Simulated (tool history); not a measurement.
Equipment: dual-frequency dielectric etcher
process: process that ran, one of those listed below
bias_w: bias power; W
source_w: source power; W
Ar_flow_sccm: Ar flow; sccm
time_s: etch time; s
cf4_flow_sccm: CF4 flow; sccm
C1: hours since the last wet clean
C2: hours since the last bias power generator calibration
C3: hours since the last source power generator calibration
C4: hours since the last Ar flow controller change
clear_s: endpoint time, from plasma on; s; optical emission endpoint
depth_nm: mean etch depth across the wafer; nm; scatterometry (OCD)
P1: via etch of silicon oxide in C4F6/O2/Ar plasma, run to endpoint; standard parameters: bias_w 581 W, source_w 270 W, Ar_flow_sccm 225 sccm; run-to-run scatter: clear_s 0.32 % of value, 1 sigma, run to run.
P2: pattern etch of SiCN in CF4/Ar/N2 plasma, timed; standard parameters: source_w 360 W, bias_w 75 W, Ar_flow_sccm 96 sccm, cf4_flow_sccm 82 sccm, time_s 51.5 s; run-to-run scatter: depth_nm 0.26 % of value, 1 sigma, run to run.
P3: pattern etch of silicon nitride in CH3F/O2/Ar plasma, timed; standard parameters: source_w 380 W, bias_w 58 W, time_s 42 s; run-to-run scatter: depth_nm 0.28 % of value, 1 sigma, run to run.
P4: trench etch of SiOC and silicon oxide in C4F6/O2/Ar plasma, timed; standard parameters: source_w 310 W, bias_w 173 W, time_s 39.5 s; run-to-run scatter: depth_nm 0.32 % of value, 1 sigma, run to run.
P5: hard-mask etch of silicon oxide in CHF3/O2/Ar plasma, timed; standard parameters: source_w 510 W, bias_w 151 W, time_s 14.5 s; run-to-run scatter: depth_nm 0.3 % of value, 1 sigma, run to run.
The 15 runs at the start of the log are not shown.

{"run": 16, "hour": 205.0, "process": "P4", "bias_w": 173, "source_w": 310, "time_s": 39.5, "C1": 603, "C2": 148.1, "C3": 1149.4, "C4": 1751.6, "depth_nm": 69.964}
{"run": 17, "hour": 214.2, "process": "P4", "bias_w": 173, "source_w": 310, "time_s": 53, "C1": 612.2, "C2": 157.3, "C3": 1158.6, "C4": 1760.8, "depth_nm": 94.282}
{"run": 18, "hour": 225.3, "process": "P1", "bias_w": 581, "source_w": 270, "Ar_flow_sccm": 164, "C1": 623.3, "C2": 168.4, "C3": 1169.7, "C4": 1771.9, "clear_s": 24.216}
{"run": 19, "hour": 238.5, "process": "P2", "bias_w": 75, "source_w": 360, "Ar_flow_sccm": 70, "time_s": 51.5, "cf4_flow_sccm": 82, "C1": 636.5, "C2": 181.6, "C3": 1182.9, "C4": 1785.1, "depth_nm": 39.532}
{"run": 20, "hour": 254.1, "process": "P1", "bias_w": 581, "source_w": 270, "Ar_flow_sccm": 225, "C1": 652.1, "C2": 197.2, "C3": 1198.5, "C4": 1800.7, "clear_s": 24.92}
{"run": 21, "hour": 265.3, "process": "P2", "bias_w": 75, "source_w": 360, "Ar_flow_sccm": 96, "time_s": 51.5, "cf4_flow_sccm": 82, "C1": 663.3, "C2": 208.4, "C3": 1209.7, "C4": 1811.9, "depth_nm": 38.009}
{"run": 22, "hour": 275.6, "process": "P1", "bias_w": 581, "source_w": 340, "Ar_flow_sccm": 225, "C1": 673.6, "C2": 218.7, "C3": 1220, "C4": 1822.2, "clear_s": 23.036}
{"run": 23, "hour": 285.7, "process": "P1", "bias_w": 469, "source_w": 270, "Ar_flow_sccm": 150, "C1": 683.7, "C2": 228.8, "C3": 1230.1, "C4": 1832.3, "clear_s": 26.046}
{"run": 24, "hour": 299.1, "process": "P1", "bias_w": 581, "source_w": 270, "Ar_flow_sccm": 225, "C1": 697.1, "C2": 242.2, "C3": 1243.5, "C4": 1845.7, "clear_s": 24.962}
{"run": 25, "hour": 309.3, "process": "P1", "bias_w": 818, "source_w": 270, "Ar_flow_sccm": 225, "C1": 707.3, "C2": 252.4, "C3": 1253.7, "C4": 1855.9, "clear_s": 21.811}
{"run": 26, "hour": 317.3, "process": "P2", "bias_w": 75, "source_w": 360, "Ar_flow_sccm": 96, "time_s": 51.5, "cf4_flow_sccm": 103, "C1": 715.3, "C2": 260.4, "C3": 1261.7, "C4": 1863.9, "depth_nm": 39.3}
{"run": 27, "hour": 330.0, "process": "P2", "bias_w": 75, "source_w": 360, "Ar_flow_sccm": 96, "time_s": 32.5, "cf4_flow_sccm": 82, "C1": 728, "C2": 273.1, "C3": 1274.4, "C4": 1876.6, "depth_nm": 24.063}
{"run": 28, "hour": 337.6, "process": "P2", "bias_w": 61, "source_w": 360, "Ar_flow_sccm": 96, "time_s": 51.5, "cf4_flow_sccm": 82, "C1": 735.6, "C2": 280.7, "C3": 1282, "C4": 1884.2, "depth_nm": 35.522}
{"run": 29, "hour": 345.5, "process": "P1", "bias_w": 581, "source_w": 270, "Ar_flow_sccm": 225, "C1": 743.5, "C2": 288.6, "C3": 1289.9, "C4": 1892.1, "clear_s": 25.06}

Estimate the outcome of run 30 from the log above:
{"run": 30, "hour": 354.4, "process": "P1", "bias_w": 339, "source_w": 270, "Ar_flow_sccm": 225, "C1": 752.4, "C2": 297.5, "C3": 1298.8, "C4": 1901, "clear_s": "?"}

Run 30 gave clear_s 30.551 s.
